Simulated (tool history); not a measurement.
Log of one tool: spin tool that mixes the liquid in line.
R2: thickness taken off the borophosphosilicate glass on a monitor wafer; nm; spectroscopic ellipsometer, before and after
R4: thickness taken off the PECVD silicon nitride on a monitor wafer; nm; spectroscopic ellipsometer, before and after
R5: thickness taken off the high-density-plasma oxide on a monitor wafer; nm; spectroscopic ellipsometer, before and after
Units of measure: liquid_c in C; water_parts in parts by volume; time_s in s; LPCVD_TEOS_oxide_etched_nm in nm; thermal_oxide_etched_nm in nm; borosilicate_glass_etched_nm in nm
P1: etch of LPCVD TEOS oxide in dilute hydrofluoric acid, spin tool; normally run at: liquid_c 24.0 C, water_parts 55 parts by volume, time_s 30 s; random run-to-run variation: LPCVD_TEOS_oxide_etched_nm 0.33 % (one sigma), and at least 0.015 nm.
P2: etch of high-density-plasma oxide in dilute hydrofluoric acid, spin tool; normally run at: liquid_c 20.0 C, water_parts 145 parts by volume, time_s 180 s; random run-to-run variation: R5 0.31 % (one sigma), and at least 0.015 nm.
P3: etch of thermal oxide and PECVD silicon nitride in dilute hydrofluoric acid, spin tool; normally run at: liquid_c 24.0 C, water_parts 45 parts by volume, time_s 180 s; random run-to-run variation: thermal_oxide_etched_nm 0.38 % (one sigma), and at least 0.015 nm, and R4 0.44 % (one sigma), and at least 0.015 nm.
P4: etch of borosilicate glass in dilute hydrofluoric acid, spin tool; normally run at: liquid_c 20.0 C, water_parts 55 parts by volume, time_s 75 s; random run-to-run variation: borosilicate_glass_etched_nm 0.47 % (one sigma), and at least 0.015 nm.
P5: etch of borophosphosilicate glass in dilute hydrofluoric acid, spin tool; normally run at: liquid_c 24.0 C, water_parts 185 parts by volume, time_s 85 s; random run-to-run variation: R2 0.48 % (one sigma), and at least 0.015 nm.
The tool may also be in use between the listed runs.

run 1 hour=7.2 | process=P1 liquid_c=24.0 water_parts=55 time_s=30 | LPCVD_TEOS_oxide_etched_nm=31.979
run 2 hour=15.2 | process=P1 liquid_c=24.0 water_parts=55 time_s=30 | LPCVD_TEOS_oxide_etched_nm=31.994
run 3 hour=19.5 | process=P5 liquid_c=24.0 water_parts=60 time_s=85 | R2=53.328
run 4 hour=23.8 | process=P1 liquid_c=29.5 water_parts=55 time_s=30 | LPCVD_TEOS_oxide_etched_nm=39.548
run 5 hour=31.7 | process=P1 liquid_c=24.0 water_parts=55 time_s=30 | LPCVD_TEOS_oxide_etched_nm=32.023
run 6 hour=37.6 | process=P3 liquid_c=24.0 water_parts=20 time_s=180 | thermal_oxide_etched_nm=49.889 R4=48.610
run 7 hour=46.0 | process=P5 liquid_c=17.0 water_parts=185 time_s=85 | R2=11.422
run 8 hour=53.3 | process=P2 liquid_c=20.0 water_parts=145 time_s=180 | R5=6.9054
run 9 hour=60.8 | process=P1 liquid_c=19.5 water_parts=20 time_s=30 | LPCVD_TEOS_oxide_etched_nm=75.689
run 10 hour=67.6 | process=P1 liquid_c=18.5 water_parts=55 time_s=30 | LPCVD_TEOS_oxide_etched_nm=25.320
run 11 hour=75.9 | process=P3 liquid_c=24.0 water_parts=45 time_s=180 | thermal_oxide_etched_nm=21.273 R4=22.188
run 12 hour=83.4 | process=P3 liquid_c=32.0 water_parts=45 time_s=180 | thermal_oxide_etched_nm=29.658 R4=37.643
run 13 hour=89.3 | process=P1 liquid_c=24.0 water_parts=55 time_s=15 | LPCVD_TEOS_oxide_etched_nm=15.992
run 14 hour=93.6 | process=P1 liquid_c=19.0 water_parts=30 time_s=30 | LPCVD_TEOS_oxide_etched_nm=48.906
run 15 hour=100.5 | process=P4 liquid_c=20.0 water_parts=90 time_s=75 | borosilicate_glass_etched_nm=29.349
run 16 hour=106.3 | process=P2 liquid_c=20.0 water_parts=145 time_s=360 | R5=13.8880
run 17 hour=112.7 | process=P1 liquid_c=24.0 water_parts=100 time_s=30 | LPCVD_TEOS_oxide_etched_nm=16.536
run 18 hour=122.0 | process=P1 liquid_c=24.0 water_parts=20 time_s=30 | LPCVD_TEOS_oxide_etched_nm=92.440
run 19 hour=127.8 | process=P1 liquid_c=24.0 water_parts=55 time_s=30 | LPCVD_TEOS_oxide_etched_nm=31.885
run 20 hour=132.8 | process=P3 liquid_c=24.0 water_parts=45 time_s=320 | thermal_oxide_etched_nm=37.719 R4=39.654
run 21 hour=141.7 | process=P4 liquid_c=20.0 water_parts=55 time_s=15 | borosilicate_glass_etched_nm=10.159
run 22 hour=151.2 | process=P5 liquid_c=24.0 water_parts=185 time_s=85 | R2=15.079
run 23 hour=156.8 | process=P5 liquid_c=24.0 water_parts=185 time_s=155 | R2=27.254
run 24 hour=165.8 | process=P2 liquid_c=20.0 water_parts=145 time_s=180 | R5=6.9008
run 25 hour=175.2 | process=P5 liquid_c=24.0 water_parts=185 time_s=85 | R2=15.001
run 26 hour=179.4 | process=P1 liquid_c=24.0 water_parts=55 time_s=50 | LPCVD_TEOS_oxide_etched_nm=53.138
-- hour=180.2 hydrofluoric acid flow meter replaced
run 27 hour=186.3 | process=P1 liquid_c=24.0 water_parts=55 time_s=30 | LPCVD_TEOS_oxide_etched_nm=31.820
run 28 hour=192.1 | process=P2 liquid_c=20.0 water_parts=35 time_s=180 | R5=32.2910
run 29 hour=200.8 | process=P4 liquid_c=25.0 water_parts=55 time_s=75 | borosilicate_glass_etched_nm=62.479
run 30 hour=208.5 | process=P2 liquid_c=24.0 water_parts=145 time_s=180 | R5=8.0592
run 31 hour=213.5 | process=P4 liquid_c=20.0 water_parts=55 time_s=75 | borosilicate_glass_etched_nm=50.445
run 32 hour=219.3 | process=P1 liquid_c=24.0 water_parts=55 time_s=30 | LPCVD_TEOS_oxide_etched_nm=32.031
run 33 hour=225.9 | process=P1 liquid_c=24.0 water_parts=55 time_s=30 | LPCVD_TEOS_oxide_etched_nm=32.957
run 34 hour=230.4 | process=P1 liquid_c=24.0 water_parts=55 time_s=30 | LPCVD_TEOS_oxide_etched_nm=33.353
run 35 hour=239.5 | process=P1 liquid_c=24.0 water_parts=55 time_s=30 | LPCVD_TEOS_oxide_etched_nm=33.982
run 36 hour=245.2 | process=P1 liquid_c=24.0 water_parts=55 time_s=30 | LPCVD_TEOS_oxide_etched_nm=34.274
run 37 hour=251.7 | process=P1 liquid_c=24.0 water_parts=55 time_s=30 | LPCVD_TEOS_oxide_etched_nm=34.386
run 38 hour=259.0 | process=P1 liquid_c=24.0 water_parts=55 time_s=30 | LPCVD_TEOS_oxide_etched_nm=34.478
run 39 hour=263.2 | process=P1 liquid_c=24.0 water_parts=55 time_s=30 | LPCVD_TEOS_oxide_etched_nm=34.613
run 40 hour=269.0 | process=P1 liquid_c=24.0 water_parts=55 time_s=30 | LPCVD_TEOS_oxide_etched_nm=34.542
run 41 hour=277.0 | process=P1 liquid_c=24.0 water_parts=55 time_s=30 | LPCVD_TEOS_oxide_etched_nm=34.822

P1 has crept away from where it was. The log is fitted equally well by each of these 2 causes, at the sizes shown:
A: hydrofluoric acid flow above the setpoint (%) = 8
B: liquid hotter than its thermometer reads (K) = 2.03
The process output started creeping at around hour 219.3.

Below are 4 check runs, each on a single wafer, with their results shown as question marks. Which of them would tell the listed causes apart, meaning the causes would give clearly different results under it?
run check 1 hour=285.0 | process=P5 liquid_c=17.0 water_parts=185 time_s=85 | R2=?
run check 2 hour=285.0 | process=P3 liquid_c=24.0 water_parts=20 time_s=240 | thermal_oxide_etched_nm=? R4=?
run check 3 hour=285.0 | process=P2 liquid_c=20.0 water_parts=45 time_s=180 | R5=?
run check 4 hour=285.0 | process=P4 liquid_c=24.5 water_parts=90 time_s=75 | borosilicate_glass_etched_nm=?

What each check would give under each cause:
check=check_1 result=R2 if_A=12.457 if_B=12.345
check=check_2 result=thermal_oxide_etched_nm if_A=71.757 if_B=72.201
check=check_2 result=R4 if_A=69.883 if_B=74.583
check=check_3 result=R5 if_A=27.0630 if_B=27.1970
check=check_4 result=borosilicate_glass_etched_nm if_A=38.645 if_B=38.432
Distance between the nearest two causes, measured in the result of the check that separates them most: check 1 0.9 %; check 2 6.51 %; check 3 0.49 %; check 4 0.55 %
Check 2 tells the causes apart: in the others they would give nearly the same result.

Running check 2 produced the following: thermal_oxide_etched_nm 71.715 nm; R4 70.290 nm. Which one of the listed causes fits?

Of the candidate causes, it is A: hydrofluoric acid flow above the setpoint (%).
